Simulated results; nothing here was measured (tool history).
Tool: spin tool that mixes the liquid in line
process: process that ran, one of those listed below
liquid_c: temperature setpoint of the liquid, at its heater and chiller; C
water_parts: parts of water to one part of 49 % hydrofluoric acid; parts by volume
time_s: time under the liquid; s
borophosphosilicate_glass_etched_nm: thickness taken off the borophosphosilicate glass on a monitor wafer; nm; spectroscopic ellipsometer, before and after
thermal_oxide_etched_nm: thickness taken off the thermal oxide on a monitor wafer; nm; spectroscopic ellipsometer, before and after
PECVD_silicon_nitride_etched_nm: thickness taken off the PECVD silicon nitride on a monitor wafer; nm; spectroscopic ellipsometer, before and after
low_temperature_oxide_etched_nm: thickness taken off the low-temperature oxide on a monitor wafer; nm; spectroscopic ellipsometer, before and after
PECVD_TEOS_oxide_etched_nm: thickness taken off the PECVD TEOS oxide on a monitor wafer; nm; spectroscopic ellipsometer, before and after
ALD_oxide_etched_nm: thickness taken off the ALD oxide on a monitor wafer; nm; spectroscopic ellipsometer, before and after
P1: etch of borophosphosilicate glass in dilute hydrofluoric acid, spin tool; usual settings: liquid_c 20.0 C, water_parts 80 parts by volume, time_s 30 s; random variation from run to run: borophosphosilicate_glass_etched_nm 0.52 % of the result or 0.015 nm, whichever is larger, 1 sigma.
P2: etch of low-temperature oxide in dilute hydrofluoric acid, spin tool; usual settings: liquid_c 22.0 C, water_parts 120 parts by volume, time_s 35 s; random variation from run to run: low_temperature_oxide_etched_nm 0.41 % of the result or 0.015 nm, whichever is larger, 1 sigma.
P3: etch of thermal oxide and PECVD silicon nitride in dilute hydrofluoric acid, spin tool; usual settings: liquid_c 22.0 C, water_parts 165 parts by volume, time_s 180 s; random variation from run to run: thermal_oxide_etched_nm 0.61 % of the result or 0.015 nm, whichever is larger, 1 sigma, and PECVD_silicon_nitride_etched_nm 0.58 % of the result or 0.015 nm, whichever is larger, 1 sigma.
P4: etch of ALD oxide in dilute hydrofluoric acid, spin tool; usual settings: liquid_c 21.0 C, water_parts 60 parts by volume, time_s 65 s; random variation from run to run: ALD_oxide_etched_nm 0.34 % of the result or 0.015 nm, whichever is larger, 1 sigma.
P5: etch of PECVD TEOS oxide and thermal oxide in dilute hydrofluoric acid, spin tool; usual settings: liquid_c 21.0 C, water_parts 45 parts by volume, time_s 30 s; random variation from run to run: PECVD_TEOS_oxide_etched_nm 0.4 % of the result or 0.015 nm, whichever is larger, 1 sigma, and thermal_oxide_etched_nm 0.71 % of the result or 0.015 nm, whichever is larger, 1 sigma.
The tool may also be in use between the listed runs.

run   hour  process  liquid_c  water_parts  time_s  hours since the thermometer was replaced  hours since the hydrofluoric acid flow meter was replaced  borophosphosilicate_glass_etched_nm  thermal_oxide_etched_nm  PECVD_silicon_nitride_etched_nm  low_temperature_oxide_etched_nm  PECVD_TEOS_oxide_etched_nm  ALD_oxide_etched_nm
  1   11.9       P1      20.0           80      30                                    1318.2                                                      505.0                              15.6830
  2   24.3       P1      20.0           80      30                                    1330.6                                                      517.4                              15.6420
  3   30.4       P1      20.0           80      30                                    1336.7                                                      523.5                              15.8010
  4   43.8       P1      27.0          120      30                                    1350.1                                                      536.9                              13.2790
  5   54.5       P1      20.0           80      30                                    1360.8                                                      547.6                              15.8830
  6   62.9       P1      20.0           35      30                                    1369.2                                                      556.0                              38.0770
  7   75.8       P1      20.0           80      55                                    1382.1                                                      568.9                              28.8620
  8   86.9       P3      22.0          165     180                                    1393.2                                                      580.0                                                        4.5856                           4.2122
  9   99.2       P3      22.0          165     285                                    1405.5                                                      592.3                                                        7.2581                           6.6632
 10  106.6       P2      22.0          120      20                                    1412.9                                                      599.7                                                                                                                          4.6152
 11  119.1       P2      17.0          120      35                                    1425.4                                                      612.2                                                                                                                          6.5578
 12  126.6       P3      22.0          280     180                                    1432.9                                                      619.7                                                        2.4216                           2.4727
 13  134.9       P5      21.0           75      30                                    1441.2                                                      628.0                                                        1.7660                                                                                        7.1236
 14  145.9       P5      21.0           45      30                                    1452.2                                                      639.0                                                        3.0053                                                                                       12.3370
 15  157.8       P1      20.0          120      30                                    1464.1                                                      650.9                              10.1160
 16  170.1       P5      27.0           45      30                                    1476.4                                                      663.2                                                        3.9770                                                                                       15.7050
 17  176.7       P4      17.0           60      65                                    1483.0                                                      669.8                                                                                                                                                                           15.397
 18  183.1       P5      21.0           45      15                                    1489.4                                                      676.2                                                        1.5433                                                                                        6.0926
 19  192.4       P1      20.0           80      30                                    1498.7                                                      685.5                              15.8640
 20  204.7       P4      21.0           90      65                                    1511.0                                                      697.8                                                                                                                                                                           11.818
     207.5  -- hydrofluoric acid flow meter replaced
 21  217.5       P1      20.0           80      15                                    1523.8                                                       10.1                               8.0068
     220.3  -- thermometer replaced
 22  224.0       P1      24.5           80      30                                       3.8                                                       16.6                              19.0780
 23  230.1       P1      17.0          105      30                                       9.9                                                       22.7                              10.3440
 24  242.3       P4      21.0           60      65                                      22.1                                                       34.9                                                                                                                                                                           18.439
 25  249.7       P1      17.0           80      30                                      29.5                                                       42.3                              13.8290
 26  255.9       P3      22.0          165     180                                      35.7                                                       48.5                                                        4.5680                           4.2105
 27  269.4       P2      22.0           60      35                                      49.2                                                       62.0                                                                                                                         17.3910
 28  278.1       P4      21.0           60     105                                      57.9                                                       70.7                                                                                                                                                                           29.741
 29  291.4       P2      22.0          120      35                                      71.2                                                       84.0                                                                                                                          8.0630
 30  304.9       P2      22.0          120      35                                      84.7                                                       97.5                                                                                                                          8.0565
 31  316.4       P1      20.0           80      30                                      96.2                                                      109.0                              15.8420
 32  324.6       P3      29.0          165     180                                     104.4                                                      117.2                                                        5.9715                           6.5950
 33  336.5       P1      20.0           80      30                                     116.3                                                      129.1                              15.9300

Run 34 comes next. What will it give?
 34  350.0       P1      20.0           80      30                                     129.8                                                      142.6                                    ?

borophosphosilicate_glass_etched_nm: 15.2350 nm
